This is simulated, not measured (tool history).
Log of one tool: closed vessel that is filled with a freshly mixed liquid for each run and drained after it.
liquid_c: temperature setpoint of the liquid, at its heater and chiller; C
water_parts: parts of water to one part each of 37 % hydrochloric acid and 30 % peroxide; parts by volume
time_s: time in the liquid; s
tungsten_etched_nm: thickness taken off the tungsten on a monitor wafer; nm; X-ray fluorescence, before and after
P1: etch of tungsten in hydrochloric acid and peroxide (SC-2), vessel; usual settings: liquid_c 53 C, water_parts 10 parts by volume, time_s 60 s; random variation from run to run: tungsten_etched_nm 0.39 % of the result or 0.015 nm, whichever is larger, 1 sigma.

| run | hour | liquid_c | water_parts | time_s | hours since the thermometer was replaced | hours since the chemicals flow meter was replaced | hours since the drum of peroxide was connected | tungsten_etched_nm |
|---|---|---|---|---|---|---|---|---|
| 1 | 3.2 | 53 | 10 | 60 | 492.4 | 647.9 | 250.7 | 8.3042 |
| 2 | 8.6 | 53 | 18.5 | 60 | 497.8 | 653.3 | 256.1 | 4.9004 |
| 3 | 13.6 | 69 | 18 | 60 | 502.8 | 658.3 | 261.1 | 13.682 |
| 4 | 19.4 | 53 | 10 | 30 | 508.6 | 664.1 | 266.9 | 4.1759 |
| 5 | 24.9 | 53 | 10 | 60 | 514.1 | 669.6 | 272.4 | 8.3848 |
| 6 | 29.9 | 38.5 | 10 | 60 | 519.1 | 674.6 | 277.4 | 3.0775 |
| 7 | 35.7 | 53 | 10 | 60 | 524.9 | 680.4 | 283.2 | 8.4194 |
|  | 36.7 | thermometer replaced |
| 8 | 39.9 | 53 | 10 | 60 | 3.3 | 684.6 | 287.4 | 8.3988 |
| 9 | 44.1 | 53 | 10 | 60 | 7.5 | 688.8 | 291.6 | 8.3354 |
| 10 | 48.5 | 53 | 10 | 60 | 11.9 | 693.2 | 296 | 8.3777 |
| 11 | 53.4 | 66.5 | 10 | 60 | 16.8 | 698.1 | 300.9 | 19.487 |
| 12 | 59.3 | 53 | 10 | 60 | 22.7 | 704 | 306.8 | 8.3941 |
| 13 | 64.1 | 53 | 10 | 95 | 27.5 | 708.8 | 311.6 | 13.304 |
| 14 | 68.8 | 53 | 4 | 60 | 32.2 | 713.5 | 316.3 | 16.678 |
| 15 | 74.2 | 53 | 10 | 60 | 37.6 | 718.9 | 321.7 | 8.381 |
| 16 | 79 | 53 | 10 | 60 | 42.4 | 723.7 | 326.5 | 8.655 |
| 17 | 81.9 | 53 | 10 | 60 | 45.3 | 726.6 | 329.4 | 8.745 |
| 18 | 87.3 | 53 | 10 | 60 | 50.7 | 732 | 334.8 | 8.9323 |
| 19 | 89.9 | 53 | 10 | 60 | 53.3 | 734.6 | 337.4 | 8.9065 |
| 20 | 93.8 | 53 | 10 | 60 | 57.2 | 738.5 | 341.3 | 8.9758 |
| 21 | 97.3 | 53 | 10 | 60 | 60.7 | 742 | 344.8 | 9.1032 |
| 22 | 100 | 53 | 10 | 60 | 63.4 | 744.7 | 347.5 | 9.1188 |
| 23 | 105.7 | 53 | 10 | 60 | 69.1 | 750.4 | 353.2 | 9.1296 |
| 24 | 110.1 | 53 | 10 | 60 | 73.5 | 754.8 | 357.6 | 9.1451 |
| 25 | 115.6 | 53 | 10 | 60 | 79 | 760.3 | 363.1 | 9.1379 |
| 26 | 120.9 | 53 | 10 | 60 | 84.3 | 765.6 | 368.4 | 9.1437 |

What P1 gives has crept away from where it was. These 2 causes fit the log equally well, each at the size given:
A: liquid hotter than its thermometer reads (K) = 1.33
B: chemicals flow above the setpoint (%) = 11
The creep began at about hour 74.2.
Why every other cause is out:
peroxide weaker than its label (%): at most 8, which would move tungsten_etched_nm by -7.4 %: too little, or the wrong way

4 check runs are offered, each on 2 wafers whose results are averaged, their results left as question marks. Which one tells the causes apart?
| check 1 | 126.2 | 66 | 10 | 60 |  |  |  | ? |
| check 2 | 126.2 | 43.5 | 10 | 30 |  |  |  | ? |
| check 3 | 126.2 | 45.5 | 4 | 60 |  |  |  | ? |
| check 4 | 126.2 | 59.5 | 10 | 35 |  |  |  | ? |

What each check would give under each cause:
| check | result | if A | if B |
|---|---|---|---|
| check 1 | tungsten_etched_nm | 20.596 | 20.72 |
| check 2 | tungsten_etched_nm | 2.4229 | 2.4089 |
| check 3 | tungsten_etched_nm | 11.113 | 10.865 |
| check 4 | tungsten_etched_nm | 8.0697 | 8.0926 |
How far apart the two closest causes lie, in the result that separates them most: check 1 0.6 %; check 2 0.58 %; check 3 2.25 %; check 4 0.28 %
Check 3 tells the causes apart: in the others they would give nearly the same result.

Check 3 was then run and gave: tungsten_etched_nm 11.088 nm. Which cause is it?

It is A: liquid hotter than its thermometer reads (K).
